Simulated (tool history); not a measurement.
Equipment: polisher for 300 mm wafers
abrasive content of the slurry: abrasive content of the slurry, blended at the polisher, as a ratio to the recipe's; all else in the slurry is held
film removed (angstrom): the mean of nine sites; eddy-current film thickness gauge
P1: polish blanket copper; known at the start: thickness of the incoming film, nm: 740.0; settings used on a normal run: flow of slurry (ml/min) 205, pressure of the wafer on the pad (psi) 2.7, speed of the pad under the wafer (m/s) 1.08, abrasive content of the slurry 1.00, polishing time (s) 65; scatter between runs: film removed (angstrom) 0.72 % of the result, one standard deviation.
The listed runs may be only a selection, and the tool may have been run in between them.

run   hour  flow of slurry (ml/min)  pressure of the wafer on the pad (psi)  speed of the pad under the wafer (m/s)  abrasive content of the slurry  polishing time (s)  film removed (angstrom)
  1   12.1                      205                                     2.7                                    1.08                            1.00                  65                  1897.30
  2   22.9                      205                                     2.7                                    0.50                            1.00                  97                  1314.40
  3   30.5                      205                                     2.7                                    1.62                            1.00                  65                  2869.60
  4   37.4                      295                                     2.7                                    1.08                            1.00                  65                  1962.70
  5   49.2                      205                                     2.7                                    1.08                            0.80                  29                   808.42
  6   59.8                      205                                     2.7                                    1.08                            1.00                  65                  1901.60
  7   66.6                      205                                     2.7                                    1.08                            1.00                  65                  1893.20
  8   75.3                      205                                     2.7                                    1.08                            1.00                 102                  2994.80
      79.2  -- slurry nozzle cleaned
  9   82.4                      205                                     2.7                                    1.08                            0.60                  65                  1684.40
 10   91.0                      205                                     2.7                                    1.08                            1.00                  65                  1929.00
 11  104.6                      130                                     3.6                                    1.08                            1.00                  65                  2363.30
 12  116.6                      205                                     2.7                                    1.08                            1.00                  31                   911.49
 13  124.0                      205                                     2.7                                    1.08                            1.35                  65                  2014.30
 14  138.8                      125                                     2.7                                    1.08                            1.00                  65                  1724.20
 15  153.6                      205                                     3.8                                    1.08                            1.00                  65                  2654.90
 16  166.6                      205                                     2.7                                    1.08                            1.00                  65                  1917.30
 17  173.2                      205                                     2.0                                    1.08                            1.00                  65                  1415.10
 18  186.3                      205                                     2.7                                    0.54                            1.00                  65                   946.21
 19  196.7                      205                                     2.7                                    1.08                            1.00                  65                  1885.20
 20  204.6                      205                                     2.7                                    1.08                            1.00                  65                  1902.30
 21  212.0                      205                                     2.7                                    1.08                            1.00                  65                  1849.50
 22  220.4                      205                                     2.7                                    1.08                            1.00                  65                  1811.90

Run 23, settings as shown, results not yet in. Your forecast:
     230.8  -- worn pad replaced by a new one
 23  231.3                      205                                     2.7                                    1.08                            1.00                  65                        ?

{"run 23": {"film removed (angstrom)": 1781.5}}
